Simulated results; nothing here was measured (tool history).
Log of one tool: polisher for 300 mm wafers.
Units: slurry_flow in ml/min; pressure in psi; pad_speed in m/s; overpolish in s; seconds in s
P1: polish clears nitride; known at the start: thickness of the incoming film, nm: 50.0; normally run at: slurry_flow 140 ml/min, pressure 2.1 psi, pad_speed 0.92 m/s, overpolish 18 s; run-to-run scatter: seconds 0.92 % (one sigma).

run,hour,slurry_flow,pressure,pad_speed,overpolish,wafers polished on this pad,hours since the slurry nozzle was cleaned,hours since the head pressure was calibrated,seconds
1,8.6,140,2.1,0.92,18,324,469.8,335.5,79.626
2,17.9,140,2.1,0.46,18,377,479.1,344.8,158.39
3,24.4,140,2.1,0.92,18,415,485.6,351.3,79.367
4,37.2,175,2.1,1.26,18,488,498.4,364.1,55.724
5,48.8,140,1.4,0.92,18,554,510,375.7,119.69
6,55.1,140,2.1,1.32,18,590,516.3,382,55.923
7,65.3,140,2.1,0.92,18,649,526.5,392.2,79.016
8,78,140,2.1,0.92,5,721,539.2,404.9,78.914
9,90.3,140,3.2,0.92,18,791,551.5,417.2,51.589
10,96.6,210,2.1,0.92,18,828,557.8,423.5,75.26
11,107,140,2.1,0.92,18,887,568.2,433.9,79.037
12,113.7,140,2.1,0.92,18,925,574.9,440.6,79.313
13,121.4,105,2.1,0.92,18,969,582.6,448.3,84.148
14,129.1,140,2.1,0.92,35,1013,590.3,456,80.02
15,141,140,2.1,0.92,18,1081,602.2,467.9,80.64
16,148.4,140,2.1,0.92,18,1124,609.6,475.3,81.943
17,159.4,140,2.1,0.92,18,1187,620.6,486.3,84.966
18,170.6,140,2.1,0.92,18,1251,631.8,497.5,86.548
# hour 171.9: head pressure recalibrated
19,180.4,140,2.1,0.92,18,1307,641.6,8.5,86.59
20,187.3,140,2.1,0.92,18,1346,648.5,15.4,86.994
21,195.3,140,2.1,0.92,18,1392,656.5,23.4,88.441
22,206.3,140,2.1,0.92,18,1455,667.5,34.4,88.397
23,218.2,140,2.1,0.92,18,1523,679.4,46.3,88.403

What P1 gives has crept away from where it was. These 2 causes fit the log equally well, each at the size given:
A: removal rate lost through wear of the pad, % = 10.8
B: slurry flow missing at the pad, % = 39.1
The creep began at about hour 141.
Why every other cause is out:
head's pressure below its setpoint, %: serviced at hour 171.9, which brought nothing back

4 check runs are offered, each on 5 wafers whose results are averaged, their results left as question marks. Which one tells the causes apart?
check 1,230.1,140,2.6,0.92,18,,,,?
check 2,230.1,200,2.1,1.24,18,,,,?
check 3,230.1,140,2.1,0.56,5,,,,?
check 4,230.1,140,2.1,0.48,18,,,,?

What each check would give under each cause:
check,result,if A,if B
check 1,seconds,71.721,71.717
check 2,seconds,62.325,60.383
check 3,seconds,145.88,145.87
check 4,seconds,170.19,170.19
How far apart the two closest causes lie, in the result that separates them most: check 1 0.01 %; check 2 3.16 %; check 3 0.01 %; check 4 0.01 %
Only check 2 tells the causes apart: in the others they would give nearly the same result.

Check 2 was then run and gave: seconds 60.298 s. Which cause is it?

It is B: slurry flow missing at the pad, %.
